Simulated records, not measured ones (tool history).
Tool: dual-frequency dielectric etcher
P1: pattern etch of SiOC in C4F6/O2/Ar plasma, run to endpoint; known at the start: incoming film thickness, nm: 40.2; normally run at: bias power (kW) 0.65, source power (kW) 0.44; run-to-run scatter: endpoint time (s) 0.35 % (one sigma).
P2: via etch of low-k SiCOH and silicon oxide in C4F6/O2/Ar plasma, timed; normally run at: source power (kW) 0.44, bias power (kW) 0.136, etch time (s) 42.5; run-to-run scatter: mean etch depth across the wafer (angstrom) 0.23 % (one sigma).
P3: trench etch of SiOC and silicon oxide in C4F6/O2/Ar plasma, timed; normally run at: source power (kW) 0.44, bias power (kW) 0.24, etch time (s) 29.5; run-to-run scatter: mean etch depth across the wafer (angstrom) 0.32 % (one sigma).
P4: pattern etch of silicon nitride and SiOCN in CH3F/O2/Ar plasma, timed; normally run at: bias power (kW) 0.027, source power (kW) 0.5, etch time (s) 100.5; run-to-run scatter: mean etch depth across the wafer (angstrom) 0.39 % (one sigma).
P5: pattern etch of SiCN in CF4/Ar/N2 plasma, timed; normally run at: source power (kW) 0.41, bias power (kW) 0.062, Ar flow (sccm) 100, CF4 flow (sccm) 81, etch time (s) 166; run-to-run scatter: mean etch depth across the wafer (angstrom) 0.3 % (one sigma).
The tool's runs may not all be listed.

run	hour	process that ran	bias power (kW)	source power (kW)	etch time (s)	Ar flow (sccm)	CF4 flow (sccm)	endpoint time (s)	mean etch depth across the wafer (angstrom)
1	9.2	P1	0.65	0.44				11.788	
2	24.1	P3	0.24	0.44	36				799.47
3	39.7	P1	0.65	0.44				11.87	
4	51.5	P3	0.172	0.44	29.5				586.78
5	59.9	P3	0.24	0.61	29.5				741.33
6	72.3	P5	0.062	0.41	166	100	81		1232.3
7	85	P2	0.136	0.44	42.5				955.1
8	98.9	P5	0.062	0.41	237.5	100	81		1774
9	107.8	P1	0.467	0.28				15.884	
10	120.9	P4	0.027	0.35	100.5				139.73
11	130.9	P5	0.062	0.41	166	137	81		1177.1
12	137.8	P5	0.062	0.41	166	100	81		1236.9
13	147.1	P5	0.044	0.41	166	100	81		1107.8
14	154	P2	0.136	0.3	42.5				824.96
15	161.7	P1	0.794	0.44				11.023	
16	176.4	P2	0.136	0.44	42.5				954.63
17	189.8	P3	0.24	0.44	29.5				651.55
18	198.3	P4	0.027	0.5	62				97.174
19	210.1	P2	0.136	0.44	23.5				530.72
20	221.4	P1	0.65	0.59				10.654	
21	228.5	P4	0.027	0.5	100.5				158.64
22	238.9	P1	0.65	0.32				13.276	
23	246.8	P1	0.65	0.44				11.882	
24	258.5	P5	0.062	0.41	166	100	54		1152.9
25	273.1	P1	0.46	0.44				13.55	
# hour 280.3: bias power generator calibrated
26	280.7	P4	0.038	0.5	100.5				185.43
27	295.7	P2	0.099	0.44	42.5				877.15
28	307.6	P4	0.027	0.5	100.5				158.35
29	319.5	P1	0.65	0.44				11.8	
30	326.7	P5	0.062	0.25	166	100	81		794.98
31	341.2	P1	0.65	0.44				11.853	
32	350.4	P1	0.65	0.44				11.889	
33	357.4	P1	0.65	0.44				11.787	
34	366.6	P1	0.65	0.44				11.725	
35	379.6	P1	0.65	0.44				11.712	
36	391.7	P1	0.65	0.44				11.722	
37	403	P1	0.65	0.44				11.685	
# hour 406.8: wet clean of the chamber
38	416.9	P1	0.65	0.44				11.58	
39	432.5	P1	0.65	0.44				11.727	
40	443.1	P1	0.65	0.44				11.631	
41	455.2	P1	0.65	0.44				11.629	

What P1 gives has crept away from where it was. These 2 causes fit the log equally well, each at the size given:
A: source power that arrives over what is set, % = 4.94
B: bias power that arrives over what is set, % = 4.67
The creep began at about hour 341.2.
Why every other cause is out:
chamber walls in a state that raises the etch rate, %: serviced at hour 406.8, which brought nothing back

4 check runs are offered, one wafer each, their results left as question marks. Which one tells the causes apart?
check 1	467.3	P4	0.027	0.5	74				?
check 2	467.3	P5	0.062	0.41	228.5	135	81		?
check 3	467.3	P3	0.203	0.58	29.5				?
check 4	467.3	P2	0.136	0.44	23.5				?

What each check would give under each cause:
check	result	if A	if B
check 1	mean etch depth across the wafer (angstrom)	118.05	118.57
check 2	mean etch depth across the wafer (angstrom)	1689.8	1645.6
check 3	mean etch depth across the wafer (angstrom)	701.9	698.89
check 4	mean etch depth across the wafer (angstrom)	540.12	537.06
How far apart the two closest causes lie, in the result that separates them most: check 1 0.43 %; check 2 2.65 %; check 3 0.43 %; check 4 0.57 %
Only check 2 tells the causes apart: in the others they would give nearly the same result.

Check 2 was then run and gave: mean etch depth across the wafer (angstrom) 1641.3. Which cause is it?

It is B: bias power that arrives over what is set, %.
